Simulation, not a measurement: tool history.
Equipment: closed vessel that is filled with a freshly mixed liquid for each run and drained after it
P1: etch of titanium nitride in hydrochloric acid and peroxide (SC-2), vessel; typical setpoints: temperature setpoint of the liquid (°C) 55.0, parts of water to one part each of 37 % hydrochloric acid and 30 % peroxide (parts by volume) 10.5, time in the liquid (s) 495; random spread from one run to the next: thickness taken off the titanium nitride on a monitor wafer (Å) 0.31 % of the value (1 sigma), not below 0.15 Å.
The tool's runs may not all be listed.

run	hour	temperature setpoint of the liquid (°C)	parts of water to one part each of 37 % hydrochloric acid and 30 % peroxide (parts by volume)	time in the liquid (s)	hours since the thermometer was replaced	hours since the chemicals flow meter was replaced	hours since the drum of peroxide was connected	thickness taken off the titanium nitride on a monitor wafer (Å)
1	7.2	55.0	10.5	495	300.4	219.0	203.4	142.5800
2	14.6	55.0	4.0	495	307.8	226.4	210.8	297.8400
3	24.2	55.0	10.5	495	317.4	236.0	220.4	142.2800
4	30.3	55.0	16.0	495	323.5	242.1	226.5	98.9070
5	42.2	70.0	10.5	495	335.4	254.0	238.4	360.1200
# hour 44.9: chemicals flow meter replaced
6	55.2	55.0	10.5	30	348.4	10.4	251.4	8.3176
7	62.4	55.0	10.5	495	355.6	17.6	258.6	141.8000
# hour 62.9: thermometer replaced
8	69.1	55.0	10.5	495	6.2	24.3	265.3	142.7600
9	79.5	39.5	10.5	495	16.6	34.7	275.7	49.7380
10	90.0	55.0	10.5	495	27.1	45.2	286.2	142.6200
11	100.2	55.0	10.5	860	37.3	55.4	296.4	248.5100
12	107.1	55.0	10.5	495	44.2	62.3	303.3	142.6800
13	116.2	39.5	6.5	495	53.3	71.4	312.4	73.0210
14	126.8	55.0	10.5	495	63.9	82.0	323.0	142.2100
15	135.4	55.0	10.5	495	72.5	90.6	331.6	142.3900
16	146.5	55.0	10.5	495	83.6	101.7	342.7	148.3700
17	160.4	55.0	10.5	495	97.5	115.6	356.6	151.4100
18	168.2	55.0	10.5	495	105.3	123.4	364.4	153.4200
19	181.1	55.0	10.5	495	118.2	136.3	377.3	155.0900
20	193.3	55.0	10.5	495	130.4	148.5	389.5	155.9300
21	201.8	55.0	10.5	495	138.9	157.0	398.0	155.9900
22	210.4	55.0	10.5	495	147.5	165.6	406.6	155.2400

The log shows P1 creeping away from where it was. Any of the 2 causes listed here, at the size stated for it, fits the log just as well as the others:
A: liquid hotter than its thermometer reads (K) = 1.41
B: chemicals flow above the setpoint (%) = 11.5
The gradual shift began around hour 135.4.
Why every other cause is out:
peroxide weaker than its label (%): can reach only 8, and even then thickness taken off the titanium nitride on a monitor wafer (Å) would move by -7.4 %, too little or the wrong way

The check runs listed below each take one wafer, and their results are still question marks. Under which run would the listed causes lead to clearly different results?
check 1	219.0	61.5	14.0	495				?
check 2	219.0	55.0	7.5	495				?
check 3	219.0	67.0	10.5	495				?
check 4	219.0	46.5	4.0	495				?

Expected result of each check under each candidate cause:
check	result	if A	if B
check 1	thickness taken off the titanium nitride on a monitor wafer (Å)	183.3200	184.6700
check 2	thickness taken off the titanium nitride on a monitor wafer (Å)	205.1900	204.0000
check 3	thickness taken off the titanium nitride on a monitor wafer (Å)	327.5800	329.6000
check 4	thickness taken off the titanium nitride on a monitor wafer (Å)	185.6900	181.2300
Separation of the two closest causes in each check, using whichever result separates them best: check 1 0.73 %; check 2 0.58 %; check 3 0.61 %; check 4 2.43 %
Only in check 4 would the causes give clearly different results; in the remaining checks their results would be nearly the same.

Check 4 has now been run. It gave: thickness taken off the titanium nitride on a monitor wafer (Å) 181.4700. Which of the candidate causes is it?

The correct cause is B, namely: chemicals flow above the setpoint (%).

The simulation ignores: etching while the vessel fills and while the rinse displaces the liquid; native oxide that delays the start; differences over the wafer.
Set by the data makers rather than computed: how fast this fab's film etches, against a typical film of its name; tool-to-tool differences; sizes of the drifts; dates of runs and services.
